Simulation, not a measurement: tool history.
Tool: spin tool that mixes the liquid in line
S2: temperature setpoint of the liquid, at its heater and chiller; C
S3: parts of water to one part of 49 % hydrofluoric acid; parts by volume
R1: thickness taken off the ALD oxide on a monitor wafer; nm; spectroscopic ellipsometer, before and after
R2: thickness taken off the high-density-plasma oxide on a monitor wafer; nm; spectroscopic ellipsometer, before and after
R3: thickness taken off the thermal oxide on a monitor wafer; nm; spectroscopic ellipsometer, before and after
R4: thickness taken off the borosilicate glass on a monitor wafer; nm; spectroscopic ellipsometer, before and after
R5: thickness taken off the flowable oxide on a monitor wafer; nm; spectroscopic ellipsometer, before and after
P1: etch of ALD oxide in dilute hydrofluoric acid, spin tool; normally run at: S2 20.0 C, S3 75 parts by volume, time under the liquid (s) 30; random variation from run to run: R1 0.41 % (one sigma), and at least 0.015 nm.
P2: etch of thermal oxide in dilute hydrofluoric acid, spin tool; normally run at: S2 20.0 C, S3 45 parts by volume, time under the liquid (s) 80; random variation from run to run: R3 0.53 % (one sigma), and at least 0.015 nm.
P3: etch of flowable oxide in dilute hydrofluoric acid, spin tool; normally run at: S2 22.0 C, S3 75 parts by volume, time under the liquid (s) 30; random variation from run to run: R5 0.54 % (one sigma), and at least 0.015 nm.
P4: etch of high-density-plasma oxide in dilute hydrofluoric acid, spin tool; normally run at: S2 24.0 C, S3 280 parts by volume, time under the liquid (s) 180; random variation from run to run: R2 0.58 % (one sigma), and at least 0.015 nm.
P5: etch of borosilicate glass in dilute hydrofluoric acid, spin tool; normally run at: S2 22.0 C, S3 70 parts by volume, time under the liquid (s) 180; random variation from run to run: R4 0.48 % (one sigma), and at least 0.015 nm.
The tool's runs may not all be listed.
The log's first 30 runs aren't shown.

{"run": 31, "hour": 397.7, "process that ran": "P5", "S2": 17.0, "S3": 70, "time under the liquid (s)": 180, "R4": 34.889}
{"run": 32, "hour": 411.4, "process that ran": "P4", "S2": 24.0, "S3": 120, "time under the liquid (s)": 180, "R2": 9.3258}
{"run": 33, "hour": 419.8, "process that ran": "P3", "S2": 22.0, "S3": 120, "time under the liquid (s)": 30, "R5": 12.567}
{"run": 34, "hour": 431.2, "process that ran": "P2", "S2": 28.0, "S3": 45, "time under the liquid (s)": 80, "R3": 10.732}
{"run": 35, "hour": 441.8, "process that ran": "P1", "S2": 20.0, "S3": 75, "time under the liquid (s)": 30, "R1": 5.4257}
{"run": 36, "hour": 454.3, "process that ran": "P1", "S2": 20.0, "S3": 75, "time under the liquid (s)": 30, "R1": 5.534}
{"run": 37, "hour": 467.5, "process that ran": "P1", "S2": 20.0, "S3": 75, "time under the liquid (s)": 30, "R1": 5.7031}
{"run": 38, "hour": 478.8, "process that ran": "P1", "S2": 20.0, "S3": 75, "time under the liquid (s)": 30, "R1": 5.7604}

The next listed run, before its measurement:
{"run": 39, "hour": 493.0, "process that ran": "P1", "S2": 20.0, "S3": 75, "time under the liquid (s)": 30, "R1": "?"}

R1: 5.7833 nm

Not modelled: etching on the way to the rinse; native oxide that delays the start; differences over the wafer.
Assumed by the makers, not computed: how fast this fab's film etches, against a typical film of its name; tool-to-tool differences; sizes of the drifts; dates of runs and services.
